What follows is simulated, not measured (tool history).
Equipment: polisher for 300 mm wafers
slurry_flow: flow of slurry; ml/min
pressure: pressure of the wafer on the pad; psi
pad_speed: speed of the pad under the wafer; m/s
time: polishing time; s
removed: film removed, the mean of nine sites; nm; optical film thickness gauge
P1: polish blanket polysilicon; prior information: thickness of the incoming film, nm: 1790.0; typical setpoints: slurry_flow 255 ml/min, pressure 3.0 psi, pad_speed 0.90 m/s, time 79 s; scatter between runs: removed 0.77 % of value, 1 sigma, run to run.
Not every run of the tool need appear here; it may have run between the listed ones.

| run | hour | slurry_flow | pressure | pad_speed | time | removed |
|---|---|---|---|---|---|---|
| 1 | 11.5 | 255 | 3.0 | 0.90 | 79 | 621.64 |
| 2 | 20.8 | 255 | 3.0 | 0.90 | 40 | 318.97 |
| 3 | 35.5 | 255 | 3.0 | 0.90 | 79 | 623.60 |
| 4 | 46.0 | 255 | 4.2 | 1.12 | 79 | 1085.20 |
| 5 | 56.5 | 255 | 3.0 | 0.90 | 105 | 827.30 |
| 6 | 64.5 | 255 | 3.0 | 0.90 | 79 | 622.72 |
| 7 | 71.9 | 255 | 4.3 | 0.90 | 79 | 900.66 |
| 8 | 85.4 | 350 | 3.0 | 0.90 | 79 | 642.45 |
| 9 | 96.7 | 255 | 1.4 | 0.90 | 79 | 290.71 |
| 10 | 108.5 | 255 | 3.0 | 0.90 | 79 | 618.52 |
| 11 | 121.6 | 255 | 3.0 | 1.34 | 79 | 933.98 |
| 12 | 130.5 | 255 | 3.0 | 0.90 | 79 | 621.35 |
| 13 | 143.5 | 255 | 3.0 | 0.66 | 79 | 463.11 |
| 14 | 155.2 | 255 | 3.0 | 0.90 | 79 | 615.76 |
| 15 | 169.9 | 255 | 3.0 | 1.40 | 120 | 1484.50 |
|  | 172.7 | slurry nozzle cleaned |
| 16 | 182.1 | 155 | 3.0 | 0.90 | 79 | 586.28 |
| 17 | 192.6 | 255 | 3.0 | 0.90 | 79 | 628.58 |
| 18 | 206.1 | 255 | 3.0 | 0.90 | 79 | 627.33 |
| 19 | 217.7 | 255 | 3.0 | 0.90 | 79 | 620.19 |
| 20 | 229.6 | 255 | 3.0 | 0.90 | 79 | 610.62 |
| 21 | 241.5 | 255 | 3.0 | 0.90 | 79 | 597.38 |
|  | 244.8 | worn pad replaced by a new one |
| 22 | 255.7 | 255 | 3.0 | 0.90 | 79 | 595.74 |
| 23 | 268.5 | 255 | 3.0 | 0.90 | 79 | 601.55 |
| 24 | 281.6 | 255 | 3.0 | 0.90 | 79 | 593.09 |
| 25 | 293.8 | 255 | 3.0 | 0.90 | 79 | 589.83 |

What P1 gives has crept away from where it was. These 2 causes fit the log equally well, each at the size given:
A: head's pressure below its setpoint, % = 4.94
B: slurry flow missing at the pad, % = 33
The gradual shift began around hour 206.1.
The rest of the possible causes, and what rules out each one:
removal rate lost through wear of the pad, %: its service at hour 244.8 followed the start of the drift and did not put the process back to its old value

The list below offers 4 check runs, each averaging the results of 5 wafers, and shows each result as a question mark. For which of them would the listed causes give clearly different results?
| check 1 | 306.0 | 255 | 3.0 | 0.70 | 103 | ? |
| check 2 | 306.0 | 255 | 3.0 | 1.20 | 79 | ? |
| check 3 | 306.0 | 165 | 3.7 | 0.90 | 79 | ? |
| check 4 | 306.0 | 255 | 2.4 | 0.90 | 54 | ? |

Check results expected under each cause:
| check | result | if A | if B |
|---|---|---|---|
| check 1 | removed | 601.80 | 601.85 |
| check 2 | removed | 791.28 | 791.34 |
| check 3 | removed | 692.11 | 674.93 |
| check 4 | removed | 324.52 | 324.55 |
Per-check spread between the two closest causes, in the result where they differ most: check 1 0.01 %; check 2 0.01 %; check 3 2.51 %; check 4 0.01 %
The other checks would show nearly matching results whichever cause is true, so check 3 is the only one that separates the causes.

With check 3 done, the readings were: removed 670.60 nm. Identify which of the listed causes applies.

Of the candidate causes, it is B: slurry flow missing at the pad, %.

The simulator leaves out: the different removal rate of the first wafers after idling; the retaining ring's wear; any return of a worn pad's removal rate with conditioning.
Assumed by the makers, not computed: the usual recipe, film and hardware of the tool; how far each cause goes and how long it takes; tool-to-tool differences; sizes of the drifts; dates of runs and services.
